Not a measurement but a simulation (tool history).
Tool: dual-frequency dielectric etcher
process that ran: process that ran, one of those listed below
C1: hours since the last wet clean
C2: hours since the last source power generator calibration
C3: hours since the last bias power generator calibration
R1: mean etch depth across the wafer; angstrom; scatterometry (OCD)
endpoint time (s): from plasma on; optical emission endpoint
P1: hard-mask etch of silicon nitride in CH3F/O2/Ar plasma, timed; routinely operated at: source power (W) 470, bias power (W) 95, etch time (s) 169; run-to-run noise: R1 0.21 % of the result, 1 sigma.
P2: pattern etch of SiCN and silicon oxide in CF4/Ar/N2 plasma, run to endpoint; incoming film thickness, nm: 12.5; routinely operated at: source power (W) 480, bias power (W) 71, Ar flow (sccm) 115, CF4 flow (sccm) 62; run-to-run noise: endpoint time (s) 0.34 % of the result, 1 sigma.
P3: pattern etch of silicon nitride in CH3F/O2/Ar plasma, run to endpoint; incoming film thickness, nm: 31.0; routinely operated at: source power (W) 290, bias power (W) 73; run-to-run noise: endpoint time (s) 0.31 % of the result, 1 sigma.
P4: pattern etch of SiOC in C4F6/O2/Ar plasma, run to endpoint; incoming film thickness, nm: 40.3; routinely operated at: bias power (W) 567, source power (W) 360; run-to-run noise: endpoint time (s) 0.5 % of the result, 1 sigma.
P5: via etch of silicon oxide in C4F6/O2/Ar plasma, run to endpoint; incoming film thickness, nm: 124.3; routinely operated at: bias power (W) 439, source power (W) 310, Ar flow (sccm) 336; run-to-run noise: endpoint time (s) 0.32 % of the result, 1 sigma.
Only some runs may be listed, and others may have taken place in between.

{"run": 1, "day": 0.362, "process that ran": "P1", "source power (W)": 470, "bias power (W)": 95, "etch time (s)": 169, "C1": 155.4, "C2": 690.7, "C3": 1399.6, "R1": 1445.5}
{"run": 2, "day": 0.617, "process that ran": "P5", "source power (W)": 310, "bias power (W)": 345, "Ar flow (sccm)": 336, "C1": 161.5, "C2": 696.8, "C3": 1405.7, "endpoint time (s)": 35.031}
{"run": 3, "day": 1.025, "process that ran": "P1", "source power (W)": 550, "bias power (W)": 118, "etch time (s)": 169, "C1": 171.3, "C2": 706.6, "C3": 1415.5, "R1": 1651.2}
{"run": 4, "day": 1.342, "process that ran": "P1", "source power (W)": 470, "bias power (W)": 95, "etch time (s)": 169, "C1": 178.9, "C2": 714.2, "C3": 1423.1, "R1": 1431.5}
{"run": 5, "day": 1.721, "process that ran": "P1", "source power (W)": 370, "bias power (W)": 128, "etch time (s)": 169, "C1": 188.0, "C2": 723.3, "C3": 1432.2, "R1": 1466.0}
{"run": 6, "day": 2.083, "process that ran": "P1", "source power (W)": 470, "bias power (W)": 95, "etch time (s)": 169, "C1": 196.7, "C2": 732.0, "C3": 1440.9, "R1": 1442.9}
{"run": 7, "day": 2.454, "process that ran": "P5", "source power (W)": 310, "bias power (W)": 439, "Ar flow (sccm)": 336, "C1": 205.6, "C2": 740.9, "C3": 1449.8, "endpoint time (s)": 32.098}
{"run": 8, "day": 2.733, "process that ran": "P3", "source power (W)": 290, "bias power (W)": 99, "C1": 212.3, "C2": 747.6, "C3": 1456.5, "endpoint time (s)": 45.102}
{"run": 9, "day": 3.017, "process that ran": "P1", "source power (W)": 470, "bias power (W)": 73, "etch time (s)": 214, "C1": 219.1, "C2": 754.4, "C3": 1463.3, "R1": 1670.6}
{"run": 10, "day": 3.217, "process that ran": "P1", "source power (W)": 470, "bias power (W)": 69, "etch time (s)": 169, "C1": 223.9, "C2": 759.2, "C3": 1468.1, "R1": 1288.4}
{"run": 11, "day": 3.425, "process that ran": "P1", "source power (W)": 470, "bias power (W)": 95, "etch time (s)": 169, "C1": 228.9, "C2": 764.2, "C3": 1473.1, "R1": 1441.1}
{"run": 12, "day": 3.725, "process that ran": "P4", "source power (W)": 360, "bias power (W)": 567, "C1": 236.1, "C2": 771.4, "C3": 1480.3, "endpoint time (s)": 13.386}
{"run": 13, "day": 3.983, "process that ran": "P5", "source power (W)": 310, "bias power (W)": 439, "Ar flow (sccm)": 218, "C1": 242.3, "C2": 777.6, "C3": 1486.5, "endpoint time (s)": 30.637}
{"run": 14, "day": 4.383, "process that ran": "P1", "source power (W)": 470, "bias power (W)": 128, "etch time (s)": 169, "C1": 251.9, "C2": 787.2, "C3": 1496.1, "R1": 1607.9}
{"run": 15, "day": 4.704, "process that ran": "P3", "source power (W)": 290, "bias power (W)": 73, "C1": 259.6, "C2": 794.9, "C3": 1503.8, "endpoint time (s)": 50.352}
{"run": 16, "day": 5.125, "process that ran": "P1", "source power (W)": 470, "bias power (W)": 95, "etch time (s)": 111, "C1": 269.7, "C2": 805.0, "C3": 1513.9, "R1": 943.63}
{"run": 17, "day": 5.462, "process that ran": "P1", "source power (W)": 380, "bias power (W)": 95, "etch time (s)": 169, "C1": 277.8, "C2": 813.1, "C3": 1522.0, "R1": 1332.9}
{"run": 18, "day": 5.892, "process that ran": "P5", "source power (W)": 420, "bias power (W)": 439, "Ar flow (sccm)": 336, "C1": 288.1, "C2": 823.4, "C3": 1532.3, "endpoint time (s)": 28.736}
{"run": 19, "day": 6.183, "process that ran": "P1", "source power (W)": 470, "bias power (W)": 95, "etch time (s)": 169, "C1": 295.1, "C2": 830.4, "C3": 1539.3, "R1": 1441.8}
{"run": 20, "day": 6.429, "process that ran": "P2", "source power (W)": 480, "bias power (W)": 71, "Ar flow (sccm)": 115, "CF4 flow (sccm)": 62, "C1": 301.0, "C2": 836.3, "C3": 1545.2, "endpoint time (s)": 14.388}
{"run": 21, "day": 6.742, "process that ran": "P2", "source power (W)": 310, "bias power (W)": 71, "Ar flow (sccm)": 115, "CF4 flow (sccm)": 62, "C1": 308.5, "C2": 843.8, "C3": 1552.7, "endpoint time (s)": 21.083}
{"run": 22, "day": 6.971, "process that ran": "P2", "source power (W)": 480, "bias power (W)": 46, "Ar flow (sccm)": 115, "CF4 flow (sccm)": 62, "C1": 314.0, "C2": 849.3, "C3": 1558.2, "endpoint time (s)": 16.643}
{"run": 23, "day": 7.204, "process that ran": "P3", "source power (W)": 290, "bias power (W)": 73, "C1": 319.6, "C2": 854.9, "C3": 1563.8, "endpoint time (s)": 50.221}
{"run": 24, "day": 7.408, "process that ran": "P1", "source power (W)": 470, "bias power (W)": 95, "etch time (s)": 245, "C1": 324.5, "C2": 859.8, "C3": 1568.7, "R1": 2088.8}
{"run": 25, "day": 7.854, "process that ran": "P4", "source power (W)": 360, "bias power (W)": 445, "C1": 335.2, "C2": 870.5, "C3": 1579.4, "endpoint time (s)": 14.852}
{"run": 26, "day": 8.233, "process that ran": "P4", "source power (W)": 240, "bias power (W)": 567, "C1": 344.3, "C2": 879.6, "C3": 1588.5, "endpoint time (s)": 15.672}
{"run": 27, "day": 8.458, "process that ran": "P2", "source power (W)": 480, "bias power (W)": 71, "Ar flow (sccm)": 161, "CF4 flow (sccm)": 62, "C1": 349.7, "C2": 885.0, "C3": 1593.9, "endpoint time (s)": 15.249}
{"run": 28, "day": 8.871, "process that ran": "P1", "source power (W)": 600, "bias power (W)": 95, "etch time (s)": 169, "C1": 359.6, "C2": 894.9, "C3": 1603.8, "R1": 1572.9}
{"run": 29, "day": 9.112, "process that ran": "P2", "source power (W)": 480, "bias power (W)": 71, "Ar flow (sccm)": 115, "CF4 flow (sccm)": 44, "C1": 365.4, "C2": 900.7, "C3": 1609.6, "endpoint time (s)": 15.238}
{"run": 30, "day": 9.471, "process that ran": "P3", "source power (W)": 380, "bias power (W)": 73, "C1": 374.0, "C2": 909.3, "C3": 1618.2, "endpoint time (s)": 45.462}
{"run": 31, "day": 9.862, "process that ran": "P1", "source power (W)": 470, "bias power (W)": 95, "etch time (s)": 169, "C1": 383.4, "C2": 918.7, "C3": 1627.6, "R1": 1435.1}
{"run": 32, "day": 10.262, "process that ran": "P1", "source power (W)": 470, "bias power (W)": 95, "etch time (s)": 169, "C1": 393.0, "C2": 928.3, "C3": 1637.2, "R1": 1440.7}
{"run": 33, "day": 10.554, "process that ran": "P1", "source power (W)": 470, "bias power (W)": 95, "etch time (s)": 169, "C1": 400.0, "C2": 935.3, "C3": 1644.2, "R1": 1430.5}
{"run": 34, "day": 10.875, "process that ran": "P1", "source power (W)": 470, "bias power (W)": 95, "etch time (s)": 169, "C1": 407.7, "C2": 943.0, "C3": 1651.9, "R1": 1428.5}
{"run": 35, "day": 11.092, "process that ran": "P1", "source power (W)": 470, "bias power (W)": 95, "etch time (s)": 169, "C1": 412.9, "C2": 948.2, "C3": 1657.1, "R1": 1422.8}
{"run": 36, "day": 11.421, "process that ran": "P1", "source power (W)": 470, "bias power (W)": 95, "etch time (s)": 169, "C1": 420.8, "C2": 956.1, "C3": 1665.0, "R1": 1423.0}
{"run": 37, "day": 11.662, "process that ran": "P1", "source power (W)": 470, "bias power (W)": 95, "etch time (s)": 169, "C1": 426.6, "C2": 961.9, "C3": 1670.8, "R1": 1414.9}
{"run": 38, "day": 12.05, "process that ran": "P1", "source power (W)": 470, "bias power (W)": 95, "etch time (s)": 169, "C1": 435.9, "C2": 971.2, "C3": 1680.1, "R1": 1419.6}
{"run": 39, "day": 12.404, "process that ran": "P1", "source power (W)": 470, "bias power (W)": 95, "etch time (s)": 169, "C1": 444.4, "C2": 979.7, "C3": 1688.6, "R1": 1420.6}
{"day": 12.621, "done": "wet clean of the chamber"}
{"run": 40, "day": 12.708, "process that ran": "P1", "source power (W)": 470, "bias power (W)": 95, "etch time (s)": 169, "C1": 2.2, "C2": 987.0, "C3": 1695.9, "R1": 1414.8}
{"run": 41, "day": 13.133, "process that ran": "P1", "source power (W)": 470, "bias power (W)": 95, "etch time (s)": 169, "C1": 12.4, "C2": 997.2, "C3": 1706.1, "R1": 1412.6}
{"run": 42, "day": 13.475, "process that ran": "P1", "source power (W)": 470, "bias power (W)": 95, "etch time (s)": 169, "C1": 20.6, "C2": 1005.4, "C3": 1714.3, "R1": 1416.1}

The log shows P1 creeping away from where it was. Any of the 2 causes listed here, at the size stated for it, fits the log just as well as the others:
A: source power that arrives under what is set, % = 4.69
B: bias power that arrives under what is set, % = 4.9
The creep began at about day 10.262.
Other possible causes, and why each is ruled out:
chamber walls in a state that lowers the etch rate, %: serviced at day 12.621, after the drift had started, without restoring the earlier output

Listed below are the offered check runs, one wafer per run, with question marks in place of results. For which of them would the causes give clearly different outcomes?
{"run": "check 1", "day": 13.817, "process that ran": "P3", "source power (W)": 290, "bias power (W)": 73, "endpoint time (s)": "?"}
{"run": "check 2", "day": 13.817, "process that ran": "P5", "source power (W)": 310, "bias power (W)": 439, "Ar flow (sccm)": 336, "endpoint time (s)": "?"}
{"run": "check 3", "day": 13.817, "process that ran": "P4", "source power (W)": 360, "bias power (W)": 567, "endpoint time (s)": "?"}
{"run": "check 4", "day": 13.817, "process that ran": "P2", "source power (W)": 480, "bias power (W)": 71, "Ar flow (sccm)": 115, "CF4 flow (sccm)": 62, "endpoint time (s)": "?"}

If the cause were each of the candidates in turn, the checks would give the following:
check=check_1 result=endpoint_time_(s) if_A=51.310 if_B=51.286
check=check_2 result=endpoint_time_(s) if_A=32.705 if_B=32.734
check=check_3 result=endpoint_time_(s) if_A=13.701 if_B=13.722
check=check_4 result=endpoint_time_(s) if_A=14.999 if_B=14.632
Gap, in per cent, between the two causes that each check separates least, read from the result that separates them most: check 1 0.05 %; check 2 0.09 %; check 3 0.15 %; check 4 2.48 %
Of the check runs offered, only check 4 discriminates between the causes; the rest would read about the same regardless of which cause applies.

After running check 4, the following was obtained: endpoint time (s) 14.619. Which cause does this point to?

The cause is B: bias power that arrives under what is set, %.
